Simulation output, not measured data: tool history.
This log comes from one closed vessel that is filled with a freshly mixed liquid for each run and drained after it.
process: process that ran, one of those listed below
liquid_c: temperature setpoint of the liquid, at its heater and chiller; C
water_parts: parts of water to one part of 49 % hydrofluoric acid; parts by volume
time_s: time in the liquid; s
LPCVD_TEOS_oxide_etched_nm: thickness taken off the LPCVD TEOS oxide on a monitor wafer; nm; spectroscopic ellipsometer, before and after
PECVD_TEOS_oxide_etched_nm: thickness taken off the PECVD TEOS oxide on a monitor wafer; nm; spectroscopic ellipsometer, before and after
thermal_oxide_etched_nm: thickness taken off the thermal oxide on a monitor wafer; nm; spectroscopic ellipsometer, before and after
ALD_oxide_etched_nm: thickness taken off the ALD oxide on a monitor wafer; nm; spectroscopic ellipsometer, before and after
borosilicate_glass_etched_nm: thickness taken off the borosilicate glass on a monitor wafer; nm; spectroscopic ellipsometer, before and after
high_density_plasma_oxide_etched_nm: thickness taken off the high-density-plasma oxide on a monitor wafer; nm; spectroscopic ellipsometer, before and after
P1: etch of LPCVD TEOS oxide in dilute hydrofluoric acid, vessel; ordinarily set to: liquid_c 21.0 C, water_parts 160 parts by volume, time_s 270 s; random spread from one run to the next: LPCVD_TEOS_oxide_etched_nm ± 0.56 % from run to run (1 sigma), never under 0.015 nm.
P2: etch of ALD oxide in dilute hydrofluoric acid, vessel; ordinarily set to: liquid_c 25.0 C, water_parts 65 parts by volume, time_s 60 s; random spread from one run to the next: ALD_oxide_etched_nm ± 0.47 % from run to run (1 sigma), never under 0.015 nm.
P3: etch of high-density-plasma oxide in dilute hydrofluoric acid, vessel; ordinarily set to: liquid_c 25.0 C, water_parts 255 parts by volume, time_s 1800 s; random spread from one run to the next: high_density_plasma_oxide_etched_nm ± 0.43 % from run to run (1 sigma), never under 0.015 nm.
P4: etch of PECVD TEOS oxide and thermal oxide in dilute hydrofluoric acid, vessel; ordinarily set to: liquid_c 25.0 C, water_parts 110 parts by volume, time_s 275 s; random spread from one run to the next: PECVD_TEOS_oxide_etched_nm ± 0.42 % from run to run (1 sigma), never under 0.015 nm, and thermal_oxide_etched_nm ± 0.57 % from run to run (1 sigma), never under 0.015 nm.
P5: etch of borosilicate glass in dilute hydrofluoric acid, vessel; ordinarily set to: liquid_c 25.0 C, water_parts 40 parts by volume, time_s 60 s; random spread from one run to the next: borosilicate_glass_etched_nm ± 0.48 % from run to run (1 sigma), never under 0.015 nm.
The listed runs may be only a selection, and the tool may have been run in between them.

run	hour	process	liquid_c	water_parts	time_s	hours since the thermometer was replaced	hours since the hydrofluoric acid flow meter was replaced	LPCVD_TEOS_oxide_etched_nm	PECVD_TEOS_oxide_etched_nm	thermal_oxide_etched_nm	ALD_oxide_etched_nm	borosilicate_glass_etched_nm	high_density_plasma_oxide_etched_nm
1	5.2	P1	21.0	160	270	840.4	1479.1	47.6500					
2	14.1	P4	25.0	110	60	849.3	1488.0		6.7886	2.6728			
3	18.1	P2	25.0	65	60	853.3	1492.0				26.831		
4	23.8	P1	21.0	160	50	859.0	1497.7	8.8137					
5	31.2	P5	25.0	40	60	866.4	1505.1					51.912	
6	38.0	P2	30.5	65	60	873.2	1511.9				33.476		
7	46.9	P4	25.0	110	275	882.1	1520.8		31.2240	12.0330			
8	54.3	P5	25.0	40	60	889.5	1528.2					51.645	
9	62.8	P1	21.0	160	270	898.0	1536.7	47.6960					
10	69.2	P1	21.0	160	270	904.4	1543.1	47.3740					
11	78.1	P1	28.5	160	270	913.3	1552.0	63.1050					
12	82.5	P1	21.0	255	270	917.7	1556.4	27.1700					
13	86.9	P2	25.0	65	60	922.1	1560.8				26.796		
14	94.6	P3	25.0	255	1800	929.8	1568.5						40.810
15	99.3	P3	25.0	255	1800	934.5	1573.2						40.422
16	103.3	P1	21.0	75	270	938.5	1577.2	112.0100					
17	108.1	P4	20.0	110	275	943.3	1582.0		25.7390	9.7709			
18	115.6	P1	21.0	160	455	950.8	1589.5	80.2050					
19	121.1	P1	21.0	160	270	956.3	1595.0	47.4110					
20	126.2	P5	31.0	40	60	961.4	1600.1					66.762	
21	131.5	P5	25.0	40	105	966.7	1605.4					91.002	
22	138.0	P3	29.5	255	1800	973.2	1611.9						47.131
23	142.2	P1	17.0	160	270	977.4	1616.1	40.5040					
24	148.6	P1	21.0	160	270	983.8	1622.5	47.4930					
25	156.9	P5	25.0	75	60	992.1	1630.8					26.300	
26	161.6	P2	25.0	115	60	996.8	1635.5				14.213		
27	170.4	P4	25.0	195	275	1005.6	1644.3		15.9530	6.1022			
28	179.2	P1	17.0	160	390	1014.4	1653.1	57.9850					
29	185.1	P2	25.0	65	30	1020.3	1659.0				13.504		
30	193.3	P3	25.0	255	605	1028.5	1667.2						13.552
31	199.0	P3	25.0	435	1800	1034.2	1672.9						19.989
32	206.1	P1	21.0	160	270	1041.3	1680.0	47.4930					
33	214.1	P1	21.0	160	270	1049.3	1688.0	46.2970					
34	221.4	P1	21.0	160	270	1056.6	1695.3	45.8090					
35	227.9	P1	21.0	160	270	1063.1	1701.8	44.3340					
36	233.1	P1	21.0	160	270	1068.3	1707.0	44.4510					
37	241.4	P1	21.0	160	270	1076.6	1715.3	44.4030					
38	245.5	P1	21.0	160	270	1080.7	1719.4	44.3060					
39	253.2	P1	21.0	160	270	1088.4	1727.1	44.2220					
40	258.5	P1	21.0	160	270	1093.7	1732.4	44.1270					
41	263.0	P1	21.0	160	270	1098.2	1736.9	44.2970					
42	272.0	P1	21.0	160	270	1107.2	1745.9	43.9590					
43	280.5	P1	21.0	160	270	1115.7	1754.4	43.7650					

The output of P1 has drifted from where it used to be. Each of the 2 causes below, taken at the size shown beside it, accounts for the log equally well:
A: hydrofluoric acid flow below the setpoint (%) = 6.53
B: liquid colder than its thermometer reads (K) = 2.01
Onset of the creep was near hour 206.1.

Listed below are the offered check runs, one wafer per run, with question marks in place of results. For which of them would the causes give clearly different outcomes?
check 1	289.0	P2	29.5	65	30						?		
check 2	289.0	P5	30.5	40	60							?	
check 3	289.0	P4	25.0	190	275				?	?			
check 4	289.0	P3	29.0	425	1800								?

How each check would come out, cause by cause:
check	result	if A	if B
check 1	ALD_oxide_etched_nm	14.892	14.825
check 2	borosilicate_glass_etched_nm	60.356	59.868
check 3	PECVD_TEOS_oxide_etched_nm	15.1380	15.2500
check 3	thermal_oxide_etched_nm	5.8450	5.8882
check 4	high_density_plasma_oxide_etched_nm	21.270	22.008
Per check, the gap between the least separated pair of causes, taken in the result that splits them most: check 1 0.45 %; check 2 0.81 %; check 3 0.74 %; check 4 3.41 %
Of the check runs offered, only check 4 discriminates between the causes; the rest would read about the same regardless of which cause applies.

Check 4 was then run and gave: high_density_plasma_oxide_etched_nm 21.102 nm. Which cause is it?

The cause is A: hydrofluoric acid flow below the setpoint (%).
